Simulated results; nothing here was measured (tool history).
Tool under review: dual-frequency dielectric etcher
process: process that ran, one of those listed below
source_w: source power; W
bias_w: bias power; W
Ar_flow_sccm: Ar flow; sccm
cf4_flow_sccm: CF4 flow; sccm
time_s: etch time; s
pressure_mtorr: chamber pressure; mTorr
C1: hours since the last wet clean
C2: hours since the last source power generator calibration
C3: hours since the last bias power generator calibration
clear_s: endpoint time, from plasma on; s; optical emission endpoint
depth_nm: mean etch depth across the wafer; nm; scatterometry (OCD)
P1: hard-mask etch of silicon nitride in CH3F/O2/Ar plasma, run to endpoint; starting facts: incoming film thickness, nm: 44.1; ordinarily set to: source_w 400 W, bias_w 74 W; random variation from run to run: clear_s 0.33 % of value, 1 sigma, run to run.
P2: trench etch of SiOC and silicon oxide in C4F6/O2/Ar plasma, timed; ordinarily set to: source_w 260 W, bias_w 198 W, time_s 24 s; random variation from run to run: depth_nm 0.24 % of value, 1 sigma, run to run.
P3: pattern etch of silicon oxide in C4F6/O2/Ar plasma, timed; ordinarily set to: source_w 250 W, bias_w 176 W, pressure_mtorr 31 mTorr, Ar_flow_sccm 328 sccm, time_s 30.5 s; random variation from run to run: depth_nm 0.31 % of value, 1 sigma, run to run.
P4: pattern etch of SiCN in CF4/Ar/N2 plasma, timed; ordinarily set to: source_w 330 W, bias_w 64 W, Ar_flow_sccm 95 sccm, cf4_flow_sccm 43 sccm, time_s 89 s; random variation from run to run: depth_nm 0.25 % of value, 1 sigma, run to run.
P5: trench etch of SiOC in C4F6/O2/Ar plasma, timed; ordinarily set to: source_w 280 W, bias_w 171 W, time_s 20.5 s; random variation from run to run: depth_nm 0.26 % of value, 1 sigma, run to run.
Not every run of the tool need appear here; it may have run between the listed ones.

{"run": 1, "hour": 10.7, "process": "P1", "source_w": 400, "bias_w": 74, "C1": 186.1, "C2": 886.8, "C3": 609.5, "clear_s": 64.007}
{"run": 2, "hour": 21.5, "process": "P4", "source_w": 330, "bias_w": 64, "Ar_flow_sccm": 95, "cf4_flow_sccm": 55, "time_s": 89, "C1": 196.9, "C2": 897.6, "C3": 620.3, "depth_nm": 54.906}
{"run": 3, "hour": 27.9, "process": "P3", "source_w": 250, "bias_w": 176, "Ar_flow_sccm": 439, "time_s": 30.5, "pressure_mtorr": 31, "C1": 203.3, "C2": 904, "C3": 626.7, "depth_nm": 75.43}
{"run": 4, "hour": 35.0, "process": "P1", "source_w": 400, "bias_w": 74, "C1": 210.4, "C2": 911.1, "C3": 633.8, "clear_s": 63.54}
{"run": 5, "hour": 43.6, "process": "P3", "source_w": 250, "bias_w": 176, "Ar_flow_sccm": 328, "time_s": 30.5, "pressure_mtorr": 31, "C1": 219, "C2": 919.7, "C3": 642.4, "depth_nm": 77.517}
{"run": 6, "hour": 50.9, "process": "P4", "source_w": 460, "bias_w": 64, "Ar_flow_sccm": 95, "cf4_flow_sccm": 43, "time_s": 89, "C1": 226.3, "C2": 927, "C3": 649.7, "depth_nm": 70.182}
{"run": 7, "hour": 61.9, "process": "P5", "source_w": 280, "bias_w": 171, "time_s": 29, "C1": 237.3, "C2": 938, "C3": 660.7, "depth_nm": 50.379}
{"run": 8, "hour": 71.0, "process": "P2", "source_w": 260, "bias_w": 198, "time_s": 24, "C1": 246.4, "C2": 947.1, "C3": 669.8, "depth_nm": 40.662}
{"run": 9, "hour": 79.3, "process": "P4", "source_w": 330, "bias_w": 64, "Ar_flow_sccm": 95, "cf4_flow_sccm": 43, "time_s": 89, "C1": 254.7, "C2": 955.4, "C3": 678.1, "depth_nm": 52.492}
{"run": 10, "hour": 89.0, "process": "P5", "source_w": 280, "bias_w": 116, "time_s": 20.5, "C1": 264.4, "C2": 965.1, "C3": 687.8, "depth_nm": 31.679}
{"run": 11, "hour": 98.5, "process": "P3", "source_w": 250, "bias_w": 176, "Ar_flow_sccm": 328, "time_s": 17.5, "pressure_mtorr": 31, "C1": 273.9, "C2": 974.6, "C3": 697.3, "depth_nm": 44.722}
{"run": 12, "hour": 109.1, "process": "P3", "source_w": 250, "bias_w": 176, "Ar_flow_sccm": 328, "time_s": 30.5, "pressure_mtorr": 38, "C1": 284.5, "C2": 985.2, "C3": 707.9, "depth_nm": 75.622}
{"run": 13, "hour": 119.6, "process": "P1", "source_w": 480, "bias_w": 74, "C1": 295, "C2": 995.7, "C3": 718.4, "clear_s": 59.234}
{"run": 14, "hour": 127.5, "process": "P4", "source_w": 330, "bias_w": 64, "Ar_flow_sccm": 95, "cf4_flow_sccm": 43, "time_s": 49, "C1": 302.9, "C2": 1003.6, "C3": 726.3, "depth_nm": 28.92}
{"run": 15, "hour": 133.3, "process": "P1", "source_w": 400, "bias_w": 49, "C1": 308.7, "C2": 1009.4, "C3": 732.1, "clear_s": 72.362}
{"run": 16, "hour": 144.4, "process": "P3", "source_w": 250, "bias_w": 176, "Ar_flow_sccm": 328, "time_s": 30.5, "pressure_mtorr": 31, "C1": 319.8, "C2": 1020.5, "C3": 743.2, "depth_nm": 77.531}
{"run": 17, "hour": 152.0, "process": "P1", "source_w": 400, "bias_w": 74, "C1": 327.4, "C2": 1028.1, "C3": 750.8, "clear_s": 63.84}
{"run": 18, "hour": 157.9, "process": "P3", "source_w": 200, "bias_w": 176, "Ar_flow_sccm": 328, "time_s": 30.5, "pressure_mtorr": 31, "C1": 333.3, "C2": 1034, "C3": 756.7, "depth_nm": 71.621}
{"run": 19, "hour": 165.6, "process": "P2", "source_w": 160, "bias_w": 198, "time_s": 24, "C1": 341, "C2": 1041.7, "C3": 764.4, "depth_nm": 33.666}
{"run": 20, "hour": 170.8, "process": "P2", "source_w": 260, "bias_w": 198, "time_s": 16.5, "C1": 346.2, "C2": 1046.9, "C3": 769.6, "depth_nm": 27.929}
{"run": 21, "hour": 178.4, "process": "P5", "source_w": 340, "bias_w": 171, "time_s": 20.5, "C1": 353.8, "C2": 1054.5, "C3": 777.2, "depth_nm": 38.428}
{"run": 22, "hour": 183.9, "process": "P4", "source_w": 330, "bias_w": 64, "Ar_flow_sccm": 128, "cf4_flow_sccm": 43, "time_s": 89, "C1": 359.3, "C2": 1060, "C3": 782.7, "depth_nm": 49.865}
{"run": 23, "hour": 192.0, "process": "P1", "source_w": 260, "bias_w": 50, "C1": 367.4, "C2": 1068.1, "C3": 790.8, "clear_s": 85.608}
{"run": 24, "hour": 197.7, "process": "P1", "source_w": 400, "bias_w": 74, "C1": 373.1, "C2": 1073.8, "C3": 796.5, "clear_s": 63.782}
{"run": 25, "hour": 203.4, "process": "P3", "source_w": 250, "bias_w": 233, "Ar_flow_sccm": 328, "time_s": 30.5, "pressure_mtorr": 31, "C1": 378.8, "C2": 1079.5, "C3": 802.2, "depth_nm": 85.404}
{"run": 26, "hour": 212.0, "process": "P4", "source_w": 330, "bias_w": 64, "Ar_flow_sccm": 95, "cf4_flow_sccm": 43, "time_s": 89, "C1": 387.4, "C2": 1088.1, "C3": 810.8, "depth_nm": 52.64}
{"run": 27, "hour": 217.1, "process": "P1", "source_w": 400, "bias_w": 93, "C1": 392.5, "C2": 1093.2, "C3": 815.9, "clear_s": 58.306}
{"run": 28, "hour": 227.8, "process": "P2", "source_w": 260, "bias_w": 198, "time_s": 24, "C1": 403.2, "C2": 1103.9, "C3": 826.6, "depth_nm": 40.772}
{"run": 29, "hour": 233.9, "process": "P1", "source_w": 260, "bias_w": 47, "C1": 409.3, "C2": 1110, "C3": 832.7, "clear_s": 87.253}
{"run": 30, "hour": 244.5, "process": "P5", "source_w": 280, "bias_w": 171, "time_s": 20.5, "C1": 419.9, "C2": 1120.6, "C3": 843.3, "depth_nm": 35.611}
{"run": 31, "hour": 249.6, "process": "P1", "source_w": 400, "bias_w": 74, "C1": 425, "C2": 1125.7, "C3": 848.4, "clear_s": 63.49}
{"run": 32, "hour": 258.4, "process": "P1", "source_w": 400, "bias_w": 74, "C1": 433.8, "C2": 1134.5, "C3": 857.2, "clear_s": 63.699}
{"run": 33, "hour": 265.6, "process": "P1", "source_w": 400, "bias_w": 74, "C1": 441, "C2": 1141.7, "C3": 864.4, "clear_s": 63.636}
{"run": 34, "hour": 270.6, "process": "P2", "source_w": 260, "bias_w": 120, "time_s": 24, "C1": 446, "C2": 1146.7, "C3": 869.4, "depth_nm": 34.735}
{"run": 35, "hour": 278.7, "process": "P4", "source_w": 330, "bias_w": 46, "Ar_flow_sccm": 95, "cf4_flow_sccm": 43, "time_s": 89, "C1": 454.1, "C2": 1154.8, "C3": 877.5, "depth_nm": 46.642}
{"run": 36, "hour": 287.6, "process": "P1", "source_w": 330, "bias_w": 74, "C1": 463, "C2": 1163.7, "C3": 886.4, "clear_s": 68.79}
{"run": 37, "hour": 293.8, "process": "P1", "source_w": 400, "bias_w": 74, "C1": 469.2, "C2": 1169.9, "C3": 892.6, "clear_s": 63.53}
{"run": 38, "hour": 299.1, "process": "P1", "source_w": 400, "bias_w": 74, "C1": 474.5, "C2": 1175.2, "C3": 897.9, "clear_s": 63.823}
{"run": 39, "hour": 305.4, "process": "P1", "source_w": 400, "bias_w": 74, "C1": 480.8, "C2": 1181.5, "C3": 904.2, "clear_s": 64.085}
{"run": 40, "hour": 315.0, "process": "P1", "source_w": 400, "bias_w": 74, "C1": 490.4, "C2": 1191.1, "C3": 913.8, "clear_s": 64.108}
{"hour": 318.1, "done": "wet clean of the chamber"}
{"run": 41, "hour": 326.0, "process": "P1", "source_w": 400, "bias_w": 74, "C1": 8, "C2": 1202.1, "C3": 924.8, "clear_s": 64.376}
{"run": 42, "hour": 335.9, "process": "P1", "source_w": 400, "bias_w": 74, "C1": 17.9, "C2": 1212, "C3": 934.7, "clear_s": 64.605}
{"run": 43, "hour": 340.9, "process": "P1", "source_w": 400, "bias_w": 74, "C1": 22.9, "C2": 1217, "C3": 939.7, "clear_s": 64.329}

P1 has crept away from where it was. The log is fitted equally well by each of these 2 causes, at the sizes shown:
A: source power that arrives under what is set, % = 4.23
B: bias power that arrives under what is set, % = 4.66
The drift started at roughly hour 293.8.
Other possible causes, and why each is ruled out:
chamber walls in a state that lowers the etch rate, %: serviced at hour 318.1, after the change had begun; the process did not return to its earlier output

Listed below are the offered check runs, one wafer per run, with question marks in place of results. For which of them would the causes give clearly different outcomes?
{"run": "check 1", "hour": 345.9, "process": "P5", "source_w": 280, "bias_w": 121, "time_s": 28, "depth_nm": "?"}
{"run": "check 2", "hour": 345.9, "process": "P2", "source_w": 170, "bias_w": 138, "time_s": 24, "depth_nm": "?"}
{"run": "check 3", "hour": 345.9, "process": "P3", "source_w": 250, "bias_w": 219, "Ar_flow_sccm": 328, "time_s": 30.5, "pressure_mtorr": 31, "depth_nm": "?"}
{"run": "check 4", "hour": 345.9, "process": "P4", "source_w": 330, "bias_w": 49, "Ar_flow_sccm": 95, "cf4_flow_sccm": 43, "time_s": 89, "depth_nm": "?"}

Expected result of each check under each candidate cause:
check=check_1 result=depth_nm if_A=42.905 if_B=43.034
check=check_2 result=depth_nm if_A=30.13 if_B=30.18
check=check_3 result=depth_nm if_A=82.169 if_B=82.198
check=check_4 result=depth_nm if_A=45.985 if_B=46.969
Distance between the nearest two causes, measured in the result of the check that separates them most: check 1 0.3 %; check 2 0.16 %; check 3 0.03 %; check 4 2.12 %
The causes can be told apart only by check 4. The other checks would give nearly the same results under each of them.

Here is what check 4 returned: depth_nm 46.723 nm. Which cause is it?

The cause is B: bias power that arrives under what is set, %.
